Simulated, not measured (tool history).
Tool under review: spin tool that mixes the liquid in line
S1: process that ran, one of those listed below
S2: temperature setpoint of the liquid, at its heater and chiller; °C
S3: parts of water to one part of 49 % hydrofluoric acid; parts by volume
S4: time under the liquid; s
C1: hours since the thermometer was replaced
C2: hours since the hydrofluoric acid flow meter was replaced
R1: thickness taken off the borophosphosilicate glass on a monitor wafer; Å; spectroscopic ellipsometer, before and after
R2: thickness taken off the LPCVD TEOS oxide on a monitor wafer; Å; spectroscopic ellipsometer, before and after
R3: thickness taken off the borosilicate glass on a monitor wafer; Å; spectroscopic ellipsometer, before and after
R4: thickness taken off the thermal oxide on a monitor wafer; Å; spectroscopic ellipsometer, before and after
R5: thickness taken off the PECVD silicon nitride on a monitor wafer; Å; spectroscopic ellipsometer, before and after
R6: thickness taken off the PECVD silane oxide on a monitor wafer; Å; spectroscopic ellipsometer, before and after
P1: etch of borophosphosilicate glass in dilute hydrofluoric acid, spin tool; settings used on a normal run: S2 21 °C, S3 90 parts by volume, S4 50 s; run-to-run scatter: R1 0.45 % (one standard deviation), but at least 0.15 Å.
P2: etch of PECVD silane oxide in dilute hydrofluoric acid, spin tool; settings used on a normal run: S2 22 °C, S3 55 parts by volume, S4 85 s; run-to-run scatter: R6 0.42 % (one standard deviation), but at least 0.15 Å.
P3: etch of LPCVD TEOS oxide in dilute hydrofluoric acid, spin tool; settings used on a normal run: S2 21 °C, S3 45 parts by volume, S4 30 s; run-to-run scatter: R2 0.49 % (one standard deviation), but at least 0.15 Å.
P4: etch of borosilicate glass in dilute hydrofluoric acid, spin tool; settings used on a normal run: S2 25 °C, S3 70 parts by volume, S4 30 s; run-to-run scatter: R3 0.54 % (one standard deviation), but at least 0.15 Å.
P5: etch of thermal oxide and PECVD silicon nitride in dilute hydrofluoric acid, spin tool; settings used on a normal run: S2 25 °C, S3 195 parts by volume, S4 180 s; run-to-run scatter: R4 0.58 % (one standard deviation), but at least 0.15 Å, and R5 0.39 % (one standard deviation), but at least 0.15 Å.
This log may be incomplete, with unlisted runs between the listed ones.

run	hour	S1	S2	S3	S4	C1	C2	R1	R2	R3	R4	R5	R6
1	5.6	P1	21	90	50	1602.6	179	185.53					
2	11	P1	21	90	50	1608	184.4	186.7					
3	14.5	P3	21	45	45	1611.5	187.9		163.3				
4	20.3	P4	32.5	70	30	1617.3	193.7			265.07			
5	24	P5	25	85	180	1621	197.4				110.48	128.4	
6	27.4	P3	21	45	30	1624.4	200.8		109.02				
7	31.7	P3	25.5	45	30	1628.7	205.1		130.59				
8	37.4	P1	27.5	90	50	1634.4	210.8	239.66					
9	40.9	P1	21	90	50	1637.9	214.3	187.01					
10	45.6	P5	19	195	180	1642.6	219				33.855	38.39	
11	50.6	P1	21	90	20	1647.6	224	74.023					
12	56.6	P1	21	90	50	1653.6	230	186.66					
13	59.3	P1	21	45	15	1656.3	232.7	117.96					
14	64.7	P1	21	90	50	1661.7	238.1	185.79					
15	68.6	P1	21	90	50	1665.6	242	187.21					
16	71.8	P2	22	55	130	1668.8	245.2						742.32
17	76.3	P3	21	65	30	1673.3	249.7		72.925				
18	79.6	P1	21	55	95	1676.6	253	604.88					
19	84.2	P2	22	85	85	1681.2	257.6						304.31
20	87.6	P1	21	90	95	1684.6	261	353.09					
# hour 88.8: thermometer replaced
21	93	P5	25	195	180	4.3	266.4				42.587	57.067	
22	98.6	P2	22	55	85	9.9	272						488.7
23	104.4	P4	25	100	30	15.7	277.8			133.82			
24	107.2	P4	25	70	15	18.5	280.6			100.08			
25	110	P5	25	195	80	21.3	283.4				18.901	25.067	
26	115.9	P1	21	145	50	27.2	289.3	108.66					
27	120.7	P3	21	45	30	32	294.1		108.8				
28	124.6	P1	17	45	50	35.9	298	332.31					
29	130.4	P1	21	90	50	41.7	303.8	186.72					
30	135.4	P2	30	55	85	46.7	308.8						672.02
31	140.1	P4	25	70	30	51.4	313.5			197.43			
32	143.5	P4	25	70	30	54.8	316.9			198.74			
33	149.4	P1	21	20	50	60.7	322.8	920.37					

Run 34 is up next; what results do you expect?
34	153.1	P1	17	90	50	64.4	326.5	?					

{"run 34": {"R1": 158.17}}
